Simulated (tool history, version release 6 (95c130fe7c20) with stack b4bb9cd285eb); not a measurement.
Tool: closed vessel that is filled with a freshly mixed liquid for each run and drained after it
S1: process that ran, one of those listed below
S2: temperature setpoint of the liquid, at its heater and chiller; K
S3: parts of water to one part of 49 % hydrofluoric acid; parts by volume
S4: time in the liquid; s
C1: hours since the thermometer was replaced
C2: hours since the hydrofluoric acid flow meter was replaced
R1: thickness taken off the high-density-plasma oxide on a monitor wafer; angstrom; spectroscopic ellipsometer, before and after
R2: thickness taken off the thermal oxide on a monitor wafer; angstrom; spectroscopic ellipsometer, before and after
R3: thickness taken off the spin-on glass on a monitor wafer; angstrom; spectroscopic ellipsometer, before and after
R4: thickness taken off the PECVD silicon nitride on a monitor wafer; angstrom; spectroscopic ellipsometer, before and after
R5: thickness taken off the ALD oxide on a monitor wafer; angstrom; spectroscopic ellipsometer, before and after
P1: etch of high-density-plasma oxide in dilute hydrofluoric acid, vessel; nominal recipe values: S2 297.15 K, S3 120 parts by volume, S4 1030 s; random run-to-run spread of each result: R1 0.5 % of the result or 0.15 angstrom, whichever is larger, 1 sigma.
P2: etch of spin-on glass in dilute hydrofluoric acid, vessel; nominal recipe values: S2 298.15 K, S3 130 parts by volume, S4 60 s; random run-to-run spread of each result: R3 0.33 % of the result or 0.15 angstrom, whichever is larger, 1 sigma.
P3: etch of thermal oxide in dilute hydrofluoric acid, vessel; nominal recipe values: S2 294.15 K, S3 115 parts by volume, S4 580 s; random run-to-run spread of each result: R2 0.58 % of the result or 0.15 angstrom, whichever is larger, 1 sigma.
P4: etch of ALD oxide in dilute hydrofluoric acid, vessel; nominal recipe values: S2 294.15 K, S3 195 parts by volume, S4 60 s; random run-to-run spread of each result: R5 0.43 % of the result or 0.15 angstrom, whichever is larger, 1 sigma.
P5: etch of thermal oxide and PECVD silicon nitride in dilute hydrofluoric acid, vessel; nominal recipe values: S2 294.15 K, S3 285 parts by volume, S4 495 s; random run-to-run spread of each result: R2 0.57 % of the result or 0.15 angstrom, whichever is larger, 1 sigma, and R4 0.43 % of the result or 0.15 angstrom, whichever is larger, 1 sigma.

{"run": 1, "hour": 16.5, "S1": "P1", "S2": 297.15, "S3": 120, "S4": 1030, "C1": 281.6, "C2": 1101.7, "R1": 533.47}
{"run": 2, "hour": 27.1, "S1": "P3", "S2": 294.15, "S3": 115, "S4": 580, "C1": 292.2, "C2": 1112.3, "R2": 206.32}
{"run": 3, "hour": 43.6, "S1": "P2", "S2": 298.15, "S3": 130, "S4": 60, "C1": 308.7, "C2": 1128.8, "R3": 316.36}
{"run": 4, "hour": 58.4, "S1": "P1", "S2": 297.15, "S3": 120, "S4": 1030, "C1": 323.5, "C2": 1143.6, "R1": 532.71}
{"run": 5, "hour": 66.0, "S1": "P5", "S2": 294.15, "S3": 470, "S4": 495, "C1": 331.1, "C2": 1151.2, "R2": 30.289, "R4": 49.207}
{"run": 6, "hour": 80.6, "S1": "P1", "S2": 297.15, "S3": 120, "S4": 110, "C1": 345.7, "C2": 1165.8, "R1": 57.402}
{"run": 7, "hour": 93.6, "S1": "P1", "S2": 297.15, "S3": 120, "S4": 1030, "C1": 358.7, "C2": 1178.8, "R1": 537.49}
{"run": 8, "hour": 108.1, "S1": "P1", "S2": 297.15, "S3": 185, "S4": 1030, "C1": 373.2, "C2": 1193.3, "R1": 320.77}
{"run": 9, "hour": 120.3, "S1": "P4", "S2": 294.15, "S3": 115, "S4": 60, "C1": 385.4, "C2": 1205.5, "R5": 146.27}
{"run": 10, "hour": 131.6, "S1": "P1", "S2": 290.15, "S3": 120, "S4": 1030, "C1": 396.7, "C2": 1216.8, "R1": 403.81}
{"run": 11, "hour": 141.8, "S1": "P2", "S2": 304.65, "S3": 130, "S4": 60, "C1": 406.9, "C2": 1227.0, "R3": 404.71}
{"run": 12, "hour": 154.4, "S1": "P3", "S2": 294.15, "S3": 170, "S4": 580, "C1": 419.5, "C2": 1239.6, "R2": 130.72}
{"run": 13, "hour": 169.7, "S1": "P2", "S2": 298.15, "S3": 130, "S4": 60, "C1": 434.8, "C2": 1254.9, "R3": 317.11}
{"run": 14, "hour": 183.6, "S1": "P1", "S2": 297.15, "S3": 65, "S4": 430, "C1": 448.7, "C2": 1268.8, "R1": 439.64}
{"run": 15, "hour": 194.1, "S1": "P1", "S2": 297.15, "S3": 40, "S4": 1030, "C1": 459.2, "C2": 1279.3, "R1": 1768.5}
{"run": 16, "hour": 206.2, "S1": "P2", "S2": 298.15, "S3": 45, "S4": 60, "C1": 471.3, "C2": 1291.4, "R3": 1027.9}
{"run": 17, "hour": 217.9, "S1": "P4", "S2": 290.15, "S3": 195, "S4": 60, "C1": 483.0, "C2": 1303.1, "R5": 67.336}
{"run": 18, "hour": 225.8, "S1": "P1", "S2": 297.15, "S3": 120, "S4": 1030, "C1": 490.9, "C2": 1311.0, "R1": 536.21}
{"run": 19, "hour": 239.1, "S1": "P3", "S2": 294.15, "S3": 115, "S4": 580, "C1": 504.2, "C2": 1324.3, "R2": 203.41}
{"run": 20, "hour": 255.6, "S1": "P1", "S2": 297.15, "S3": 120, "S4": 1030, "C1": 520.7, "C2": 1340.8, "R1": 534.54}
{"run": 21, "hour": 265.1, "S1": "P5", "S2": 294.15, "S3": 285, "S4": 495, "C1": 530.2, "C2": 1350.3, "R2": 58.375, "R4": 80.113}
{"run": 22, "hour": 273.3, "S1": "P3", "S2": 290.15, "S3": 115, "S4": 580, "C1": 538.4, "C2": 1358.5, "R2": 174.1}
{"run": 23, "hour": 284.2, "S1": "P5", "S2": 300.65, "S3": 285, "S4": 495, "C1": 549.3, "C2": 1369.4, "R2": 73.1, "R4": 119.55}
{"run": 24, "hour": 294.2, "S1": "P3", "S2": 294.15, "S3": 115, "S4": 210, "C1": 559.3, "C2": 1379.4, "R2": 74.724}
{"run": 25, "hour": 302.6, "S1": "P1", "S2": 291.15, "S3": 35, "S4": 1030, "C1": 567.7, "C2": 1387.8, "R1": 1584.3}
{"run": 26, "hour": 312.3, "S1": "P1", "S2": 297.15, "S3": 120, "S4": 1565, "C1": 577.4, "C2": 1397.5, "R1": 806.96}
{"run": 27, "hour": 323.6, "S1": "P2", "S2": 298.15, "S3": 130, "S4": 30, "C1": 588.7, "C2": 1408.8, "R3": 158.82}
{"run": 28, "hour": 333.2, "S1": "P5", "S2": 294.15, "S3": 285, "S4": 865, "C1": 598.3, "C2": 1418.4, "R2": 101.92, "R4": 140.22}
{"run": 29, "hour": 348.3, "S1": "P4", "S2": 294.15, "S3": 195, "S4": 105, "C1": 613.4, "C2": 1433.5, "R5": 137.51}
{"run": 30, "hour": 357.2, "S1": "P1", "S2": 297.15, "S3": 120, "S4": 1030, "C1": 622.3, "C2": 1442.4, "R1": 535.97}
{"run": 31, "hour": 372.4, "S1": "P4", "S2": 294.15, "S3": 195, "S4": 60, "C1": 637.5, "C2": 1457.6, "R5": 78.825}
{"run": 32, "hour": 388.3, "S1": "P1", "S2": 302.15, "S3": 120, "S4": 1030, "C1": 653.4, "C2": 1473.5, "R1": 639.7}
{"run": 33, "hour": 401.7, "S1": "P1", "S2": 297.15, "S3": 120, "S4": 1030, "C1": 666.8, "C2": 1486.9, "R1": 537.4}
{"run": 34, "hour": 417.3, "S1": "P1", "S2": 297.15, "S3": 120, "S4": 1030, "C1": 682.4, "C2": 1502.5, "R1": 516.68}
{"run": 35, "hour": 427.3, "S1": "P1", "S2": 297.15, "S3": 120, "S4": 1030, "C1": 692.4, "C2": 1512.5, "R1": 511.34}
{"run": 36, "hour": 438.1, "S1": "P1", "S2": 297.15, "S3": 120, "S4": 1030, "C1": 703.2, "C2": 1523.3, "R1": 512.31}
{"run": 37, "hour": 448.6, "S1": "P1", "S2": 297.15, "S3": 120, "S4": 1030, "C1": 713.7, "C2": 1533.8, "R1": 504.58}
{"run": 38, "hour": 464.8, "S1": "P1", "S2": 297.15, "S3": 120, "S4": 1030, "C1": 729.9, "C2": 1550.0, "R1": 497.69}
{"run": 39, "hour": 479.7, "S1": "P1", "S2": 297.15, "S3": 120, "S4": 1030, "C1": 744.8, "C2": 1564.9, "R1": 493.48}
{"run": 40, "hour": 494.9, "S1": "P1", "S2": 297.15, "S3": 120, "S4": 1030, "C1": 760.0, "C2": 1580.1, "R1": 497.48}
{"run": 41, "hour": 504.3, "S1": "P1", "S2": 297.15, "S3": 120, "S4": 1030, "C1": 769.4, "C2": 1589.5, "R1": 496.31}
{"run": 42, "hour": 519.6, "S1": "P1", "S2": 297.15, "S3": 120, "S4": 1030, "C1": 784.7, "C2": 1604.8, "R1": 494.95}
{"run": 43, "hour": 528.4, "S1": "P1", "S2": 297.15, "S3": 120, "S4": 1030, "C1": 793.5, "C2": 1613.6, "R1": 494.24}

Compared with where it was, what P1 gives has crept away. Each cause listed below fits the log as well as the rest, at the size given for it:
A: hydrofluoric acid flow below the setpoint (%) = 6.28
B: liquid colder than its thermometer reads (K) = 1.89
The gradual shift began around hour 401.7.

Each of the 4 check runs below uses one wafer; its results are left as question marks. Which run tells the causes apart?
{"run": "check 1", "hour": 537.2, "S1": "P4", "S2": 294.15, "S3": 195, "S4": 60, "R5": "?"}
{"run": "check 2", "hour": 537.2, "S1": "P5", "S2": 294.15, "S3": 285, "S4": 495, "R2": "?", "R4": "?"}
{"run": "check 3", "hour": 537.2, "S1": "P3", "S2": 294.15, "S3": 115, "S4": 580, "R2": "?"}
{"run": "check 4", "hour": 537.2, "S1": "P2", "S2": 298.15, "S3": 130, "S4": 60, "R3": "?"}

Expected result of each check under each candidate cause:
check=check_1 result=R5 if_A=72.999 if_B=73.353
check=check_2 result=R2 if_A=53.887 if_B=54.585
check=check_2 result=R4 if_A=74.999 if_B=70.811
check=check_3 result=R2 if_A=191.400 if_B=190.750
check=check_4 result=R3 if_A=294.95 if_B=295.55
Separation of the two closest causes in each check, using whichever result separates them best: check 1 0.48 %; check 2 5.75 %; check 3 0.34 %; check 4 0.2 %
Of the check runs offered, only check 2 discriminates between the causes; the rest would read about the same regardless of which cause applies.

Check 2 has now been run. It gave: R2 54.304 angstrom; R4 74.643 angstrom. Which of the candidate causes is it?

A is the cause: hydrofluoric acid flow below the setpoint (%).
